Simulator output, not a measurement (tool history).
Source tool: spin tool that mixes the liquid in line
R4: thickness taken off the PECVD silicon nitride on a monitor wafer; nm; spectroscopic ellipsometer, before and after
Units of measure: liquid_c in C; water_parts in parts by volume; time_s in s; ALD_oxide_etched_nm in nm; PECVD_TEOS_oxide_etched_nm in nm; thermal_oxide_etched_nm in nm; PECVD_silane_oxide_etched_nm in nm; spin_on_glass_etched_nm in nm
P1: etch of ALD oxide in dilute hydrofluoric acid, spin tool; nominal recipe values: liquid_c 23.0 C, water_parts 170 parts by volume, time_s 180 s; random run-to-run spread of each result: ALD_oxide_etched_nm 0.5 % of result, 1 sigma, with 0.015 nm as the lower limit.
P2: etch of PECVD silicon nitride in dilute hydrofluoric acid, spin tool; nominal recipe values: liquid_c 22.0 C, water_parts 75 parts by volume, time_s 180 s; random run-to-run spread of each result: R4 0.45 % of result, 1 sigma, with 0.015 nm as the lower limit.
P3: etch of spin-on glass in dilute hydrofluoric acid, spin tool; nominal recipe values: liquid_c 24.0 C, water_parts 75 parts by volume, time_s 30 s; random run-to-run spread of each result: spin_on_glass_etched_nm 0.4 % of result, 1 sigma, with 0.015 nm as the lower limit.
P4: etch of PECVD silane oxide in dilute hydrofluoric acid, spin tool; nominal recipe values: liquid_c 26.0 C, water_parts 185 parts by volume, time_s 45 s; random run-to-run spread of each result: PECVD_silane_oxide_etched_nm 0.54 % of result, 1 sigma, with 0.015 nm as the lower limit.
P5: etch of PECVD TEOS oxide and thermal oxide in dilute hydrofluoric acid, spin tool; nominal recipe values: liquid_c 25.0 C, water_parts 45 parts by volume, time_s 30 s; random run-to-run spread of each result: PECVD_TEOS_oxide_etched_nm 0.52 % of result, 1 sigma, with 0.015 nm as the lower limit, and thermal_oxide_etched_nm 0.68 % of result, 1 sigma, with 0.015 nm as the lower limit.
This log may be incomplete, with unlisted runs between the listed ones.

run 1 hour=8.3 | process=P1 liquid_c=23.0 water_parts=170 time_s=180 | ALD_oxide_etched_nm=12.5510
run 2 hour=15.9 | process=P5 liquid_c=25.0 water_parts=45 time_s=50 | PECVD_TEOS_oxide_etched_nm=32.224 thermal_oxide_etched_nm=6.0199
run 3 hour=19.6 | process=P2 liquid_c=22.0 water_parts=75 time_s=180 | R4=6.81310
run 4 hour=25.5 | process=P1 liquid_c=23.0 water_parts=170 time_s=180 | ALD_oxide_etched_nm=12.5250
run 5 hour=31.4 | process=P1 liquid_c=23.0 water_parts=170 time_s=180 | ALD_oxide_etched_nm=12.4510
run 6 hour=37.2 | process=P4 liquid_c=26.0 water_parts=185 time_s=15 | PECVD_silane_oxide_etched_nm=2.2510
run 7 hour=43.1 | process=P3 liquid_c=24.0 water_parts=25 time_s=30 | spin_on_glass_etched_nm=50.510
run 8 hour=47.5 | process=P4 liquid_c=26.0 water_parts=185 time_s=45 | PECVD_silane_oxide_etched_nm=6.7806
run 9 hour=55.7 | process=P1 liquid_c=23.0 water_parts=170 time_s=180 | ALD_oxide_etched_nm=12.5240
run 10 hour=60.8 | process=P1 liquid_c=23.0 water_parts=170 time_s=15 | ALD_oxide_etched_nm=1.0357
run 11 hour=65.9 | process=P5 liquid_c=25.0 water_parts=45 time_s=30 | PECVD_TEOS_oxide_etched_nm=19.013 thermal_oxide_etched_nm=3.6360
run 12 hour=71.2 | process=P4 liquid_c=26.0 water_parts=45 time_s=45 | PECVD_silane_oxide_etched_nm=33.0990
run 13 hour=75.8 | process=P5 liquid_c=25.0 water_parts=20 time_s=30 | PECVD_TEOS_oxide_etched_nm=44.149 thermal_oxide_etched_nm=8.5222
run 14 hour=80.2 | process=P1 liquid_c=28.0 water_parts=170 time_s=180 | ALD_oxide_etched_nm=14.9840
run 15 hour=84.3 | process=P3 liquid_c=24.0 water_parts=75 time_s=65 | spin_on_glass_etched_nm=34.246
run 16 hour=88.3 | process=P2 liquid_c=17.0 water_parts=75 time_s=180 | R4=4.76590
run 17 hour=95.5 | process=P3 liquid_c=24.0 water_parts=75 time_s=30 | spin_on_glass_etched_nm=15.803
run 18 hour=100.7 | process=P5 liquid_c=18.5 water_parts=45 time_s=30 | PECVD_TEOS_oxide_etched_nm=14.577 thermal_oxide_etched_nm=2.7296
run 19 hour=107.2 | process=P3 liquid_c=31.0 water_parts=75 time_s=30 | spin_on_glass_etched_nm=20.983
run 20 hour=112.3 | process=P2 liquid_c=22.0 water_parts=20 time_s=180 | R4=24.64200
run 21 hour=120.3 | process=P1 liquid_c=23.0 water_parts=280 time_s=180 | ALD_oxide_etched_nm=6.8166
run 22 hour=124.4 | process=P4 liquid_c=17.5 water_parts=185 time_s=45 | PECVD_silane_oxide_etched_nm=4.8674
run 23 hour=128.4 | process=P5 liquid_c=25.0 water_parts=45 time_s=30 | PECVD_TEOS_oxide_etched_nm=19.068 thermal_oxide_etched_nm=3.6242
run 24 hour=135.8 | process=P1 liquid_c=23.0 water_parts=170 time_s=345 | ALD_oxide_etched_nm=24.0300
run 25 hour=142.0 | process=P1 liquid_c=23.0 water_parts=105 time_s=180 | ALD_oxide_etched_nm=21.7190
run 26 hour=146.3 | process=P2 liquid_c=22.0 water_parts=75 time_s=15 | R4=0.57335
run 27 hour=150.9 | process=P1 liquid_c=17.0 water_parts=170 time_s=180 | ALD_oxide_etched_nm=9.7284
run 28 hour=158.9 | process=P1 liquid_c=23.0 water_parts=85 time_s=345 | ALD_oxide_etched_nm=52.7540
run 29 hour=164.7 | process=P1 liquid_c=23.0 water_parts=170 time_s=180 | ALD_oxide_etched_nm=12.5610
run 30 hour=170.1 | process=P1 liquid_c=23.0 water_parts=170 time_s=180 | ALD_oxide_etched_nm=12.5330
run 31 hour=177.8 | process=P1 liquid_c=23.0 water_parts=170 time_s=180 | ALD_oxide_etched_nm=12.4460
run 32 hour=186.2 | process=P1 liquid_c=23.0 water_parts=170 time_s=180 | ALD_oxide_etched_nm=12.6630
run 33 hour=193.4 | process=P1 liquid_c=23.0 water_parts=170 time_s=180 | ALD_oxide_etched_nm=12.9150
run 34 hour=200.2 | process=P1 liquid_c=23.0 water_parts=170 time_s=180 | ALD_oxide_etched_nm=13.0960
run 35 hour=207.6 | process=P1 liquid_c=23.0 water_parts=170 time_s=180 | ALD_oxide_etched_nm=13.0650
run 36 hour=211.6 | process=P1 liquid_c=23.0 water_parts=170 time_s=180 | ALD_oxide_etched_nm=13.1550
run 37 hour=217.3 | process=P1 liquid_c=23.0 water_parts=170 time_s=180 | ALD_oxide_etched_nm=13.0660
run 38 hour=224.8 | process=P1 liquid_c=23.0 water_parts=170 time_s=180 | ALD_oxide_etched_nm=13.1540
run 39 hour=229.2 | process=P1 liquid_c=23.0 water_parts=170 time_s=180 | ALD_oxide_etched_nm=13.1290
run 40 hour=234.6 | process=P1 liquid_c=23.0 water_parts=170 time_s=180 | ALD_oxide_etched_nm=13.2400
run 41 hour=238.4 | process=P1 liquid_c=23.0 water_parts=170 time_s=180 | ALD_oxide_etched_nm=13.1500
run 42 hour=246.5 | process=P1 liquid_c=23.0 water_parts=170 time_s=180 | ALD_oxide_etched_nm=13.2270

Compared with where it was, what P1 gives has crept away. Each cause listed below fits the log as well as the rest, at the size given for it:
A: hydrofluoric acid flow above the setpoint (%) = 4.72
B: liquid hotter than its thermometer reads (K) = 1.44
The gradual shift began around hour 177.8.

Consider the 4 single-wafer check runs listed below, results given as question marks: which one distinguishes between the causes by giving clearly different results for each?
run check 1 hour=254.6 | process=P3 liquid_c=24.0 water_parts=75 time_s=30 | spin_on_glass_etched_nm=?
run check 2 hour=254.6 | process=P2 liquid_c=22.0 water_parts=75 time_s=180 | R4=?
run check 3 hour=254.6 | process=P5 liquid_c=25.0 water_parts=45 time_s=30 | PECVD_TEOS_oxide_etched_nm=? thermal_oxide_etched_nm=?
run check 4 hour=254.6 | process=P4 liquid_c=26.0 water_parts=185 time_s=45 | PECVD_silane_oxide_etched_nm=?

How each check would come out, cause by cause:
check=check_1 result=spin_on_glass_etched_nm if_A=16.714 if_B=16.837
check=check_2 result=R4 if_A=7.11200 if_B=7.48980
check=check_3 result=PECVD_TEOS_oxide_etched_nm if_A=20.146 if_B=20.344
check=check_3 result=thermal_oxide_etched_nm if_A=3.7955 if_B=3.8328
check=check_4 result=PECVD_silane_oxide_etched_nm if_A=7.1187 if_B=7.0936
Per-check spread between the two closest causes, in the result where they differ most: check 1 0.73 %; check 2 5.18 %; check 3 0.98 %; check 4 0.35 %
Only in check 2 would the causes give clearly different results; in the remaining checks their results would be nearly the same.

The results of check 2 are: R4 7.12630 nm. Based on these, which of the listed causes is it?

Of the candidate causes, it is A: hydrofluoric acid flow above the setpoint (%).

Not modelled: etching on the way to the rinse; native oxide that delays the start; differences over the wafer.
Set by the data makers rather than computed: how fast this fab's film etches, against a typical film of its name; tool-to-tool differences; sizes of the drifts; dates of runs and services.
